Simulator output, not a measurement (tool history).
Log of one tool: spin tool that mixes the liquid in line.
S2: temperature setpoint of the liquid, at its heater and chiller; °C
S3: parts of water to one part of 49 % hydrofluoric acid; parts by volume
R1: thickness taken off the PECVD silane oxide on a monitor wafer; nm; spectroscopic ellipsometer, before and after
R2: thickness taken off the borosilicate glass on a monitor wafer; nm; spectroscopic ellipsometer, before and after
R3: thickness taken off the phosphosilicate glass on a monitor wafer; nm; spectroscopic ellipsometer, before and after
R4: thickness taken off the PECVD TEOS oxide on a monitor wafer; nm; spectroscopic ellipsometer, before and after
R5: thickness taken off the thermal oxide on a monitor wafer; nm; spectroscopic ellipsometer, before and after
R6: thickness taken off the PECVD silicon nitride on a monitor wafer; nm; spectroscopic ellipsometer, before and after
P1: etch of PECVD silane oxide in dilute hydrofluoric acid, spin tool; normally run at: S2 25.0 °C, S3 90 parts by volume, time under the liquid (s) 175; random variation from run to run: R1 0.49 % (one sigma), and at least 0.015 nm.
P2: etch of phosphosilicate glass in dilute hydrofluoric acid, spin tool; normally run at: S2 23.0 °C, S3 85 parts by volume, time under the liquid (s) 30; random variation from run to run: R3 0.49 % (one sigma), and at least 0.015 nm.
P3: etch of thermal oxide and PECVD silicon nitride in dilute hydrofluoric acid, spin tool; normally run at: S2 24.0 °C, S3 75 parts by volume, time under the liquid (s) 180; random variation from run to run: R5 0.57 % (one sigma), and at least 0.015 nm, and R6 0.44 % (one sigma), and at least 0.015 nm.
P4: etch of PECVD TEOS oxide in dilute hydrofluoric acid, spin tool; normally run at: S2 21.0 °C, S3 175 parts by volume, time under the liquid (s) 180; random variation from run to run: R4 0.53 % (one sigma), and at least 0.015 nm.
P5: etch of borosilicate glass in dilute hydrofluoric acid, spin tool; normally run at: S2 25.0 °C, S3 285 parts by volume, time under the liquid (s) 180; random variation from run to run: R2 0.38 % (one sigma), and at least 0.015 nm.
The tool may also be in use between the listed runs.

run 1 day=0.262 | process_that_ran=P1 S2=25.0 S3=90 time_under_the_liquid_(s)=175 | R1=48.887
run 2 day=0.421 | process_that_ran=P1 S2=25.0 S3=90 time_under_the_liquid_(s)=175 | R1=48.859
run 3 day=0.575 | process_that_ran=P5 S2=25.0 S3=285 time_under_the_liquid_(s)=15 | R2=0.88859
run 4 day=0.829 | process_that_ran=P2 S2=23.0 S3=85 time_under_the_liquid_(s)=60 | R3=107.710
run 5 day=1.004 | process_that_ran=P1 S2=25.0 S3=90 time_under_the_liquid_(s)=175 | R1=48.688
run 6 day=1.171 | process_that_ran=P1 S2=25.0 S3=90 time_under_the_liquid_(s)=345 | R1=95.466
run 7 day=1.358 | process_that_ran=P2 S2=23.0 S3=85 time_under_the_liquid_(s)=30 | R3=53.812
run 8 day=1.504 | process_that_ran=P4 S2=21.0 S3=280 time_under_the_liquid_(s)=180 | R4=4.17230
run 9 day=1.683 | process_that_ran=P5 S2=17.0 S3=285 time_under_the_liquid_(s)=180 | R2=7.78050
run 10 day=1.817 | process_that_ran=P1 S2=25.0 S3=90 time_under_the_liquid_(s)=175 | R1=48.946
run 11 day=1.996 | process_that_ran=P1 S2=32.5 S3=130 time_under_the_liquid_(s)=175 | R1=41.961
run 12 day=2.188 | process_that_ran=P2 S2=29.5 S3=85 time_under_the_liquid_(s)=30 | R3=69.228
run 13 day=2.446 | process_that_ran=P4 S2=21.0 S3=175 time_under_the_liquid_(s)=180 | R4=7.42780
run 14 day=2.608 | process_that_ran=P2 S2=23.0 S3=50 time_under_the_liquid_(s)=30 | R3=95.894
run 15 day=2.788 | process_that_ran=P4 S2=17.0 S3=175 time_under_the_liquid_(s)=180 | R4=6.38820
run 16 day=2.942 | process_that_ran=P1 S2=25.0 S3=125 time_under_the_liquid_(s)=295 | R1=56.378
run 17 day=3.104 | process_that_ran=P1 S2=25.0 S3=45 time_under_the_liquid_(s)=175 | R1=103.010
run 18 day=3.346 | process_that_ran=P5 S2=25.0 S3=285 time_under_the_liquid_(s)=180 | R2=10.39600
run 19 day=3.533 | process_that_ran=P3 S2=24.0 S3=75 time_under_the_liquid_(s)=95 | R5=6.2380 R6=4.0956
run 20 day=3.808 | process_that_ran=P4 S2=21.0 S3=175 time_under_the_liquid_(s)=15 | R4=0.63683
run 21 day=4.038 | process_that_ran=P5 S2=25.0 S3=285 time_under_the_liquid_(s)=180 | R2=10.39800
run 22 day=4.221 | process_that_ran=P1 S2=25.0 S3=90 time_under_the_liquid_(s)=175 | R1=48.297
run 23 day=4.392 | process_that_ran=P3 S2=24.0 S3=75 time_under_the_liquid_(s)=180 | R5=11.9140 R6=7.6975
run 24 day=4.621 | process_that_ran=P3 S2=17.0 S3=75 time_under_the_liquid_(s)=180 | R5=8.7689 R6=4.7757
run 25 day=4.817 | process_that_ran=P3 S2=24.0 S3=125 time_under_the_liquid_(s)=180 | R5=6.7088 R6=4.6628
run 26 day=5.100 | process_that_ran=P1 S2=25.0 S3=90 time_under_the_liquid_(s)=175 | R1=48.476
run 27 day=5.379 | process_that_ran=P1 S2=25.0 S3=90 time_under_the_liquid_(s)=50 | R1=13.948
run 28 day=5.638 | process_that_ran=P1 S2=21.0 S3=90 time_under_the_liquid_(s)=175 | R1=41.189
-- day=5.733 hydrofluoric acid flow meter replaced
run 29 day=5.788 | process_that_ran=P1 S2=25.0 S3=90 time_under_the_liquid_(s)=175 | R1=48.460
run 30 day=5.954 | process_that_ran=P1 S2=33.0 S3=90 time_under_the_liquid_(s)=175 | R1=65.555
run 31 day=6.092 | process_that_ran=P1 S2=25.0 S3=145 time_under_the_liquid_(s)=175 | R1=28.247
run 32 day=6.296 | process_that_ran=P5 S2=25.0 S3=70 time_under_the_liquid_(s)=180 | R2=54.49900
run 33 day=6.438 | process_that_ran=P1 S2=20.0 S3=160 time_under_the_liquid_(s)=175 | R1=20.587
run 34 day=6.688 | process_that_ran=P1 S2=25.0 S3=90 time_under_the_liquid_(s)=175 | R1=48.738
run 35 day=6.812 | process_that_ran=P1 S2=25.0 S3=90 time_under_the_liquid_(s)=175 | R1=47.144
run 36 day=7.008 | process_that_ran=P1 S2=25.0 S3=90 time_under_the_liquid_(s)=175 | R1=46.723
run 37 day=7.233 | process_that_ran=P1 S2=25.0 S3=90 time_under_the_liquid_(s)=175 | R1=46.344
run 38 day=7.358 | process_that_ran=P1 S2=25.0 S3=90 time_under_the_liquid_(s)=175 | R1=45.840
run 39 day=7.604 | process_that_ran=P1 S2=25.0 S3=90 time_under_the_liquid_(s)=175 | R1=45.861
run 40 day=7.825 | process_that_ran=P1 S2=25.0 S3=90 time_under_the_liquid_(s)=175 | R1=46.065

What P1 gives has crept away from where it was. These 2 causes fit the log equally well, each at the size given:
A: hydrofluoric acid flow below the setpoint (%) = 5.02
B: liquid colder than its thermometer reads (K) = 1.45
The creep began at about day 6.688.

4 check runs are offered, one wafer each, their results left as question marks. Which one tells the causes apart?
run check 1 day=8.046 | process_that_ran=P5 S2=20.5 S3=95 time_under_the_liquid_(s)=180 | R2=?
run check 2 day=8.046 | process_that_ran=P3 S2=20.0 S3=75 time_under_the_liquid_(s)=180 | R5=? R6=?
run check 3 day=8.046 | process_that_ran=P2 S2=29.0 S3=85 time_under_the_liquid_(s)=60 | R3=?
run check 4 day=8.046 | process_that_ran=P4 S2=17.0 S3=175 time_under_the_liquid_(s)=50 | R4=?

What each check would give under each cause:
check=check_1 result=R2 if_A=30.54200 if_B=30.46000
check=check_2 result=R5 if_A=9.4989 if_B=9.4527
check=check_2 result=R6 if_A=5.6077 if_B=5.3339
check=check_3 result=R3 if_A=128.570 if_B=128.810
check=check_4 result=R4 if_A=1.65040 if_B=1.65220
How far apart the two closest causes lie, in the result that separates them most: check 1 0.27 %; check 2 5.01 %; check 3 0.19 %; check 4 0.11 %
Check 2 tells the causes apart: in the others they would give nearly the same result.

Check 2 was then run and gave: R5 9.5740 nm; R6 5.5669 nm. Which cause is it?

It is A: hydrofluoric acid flow below the setpoint (%).
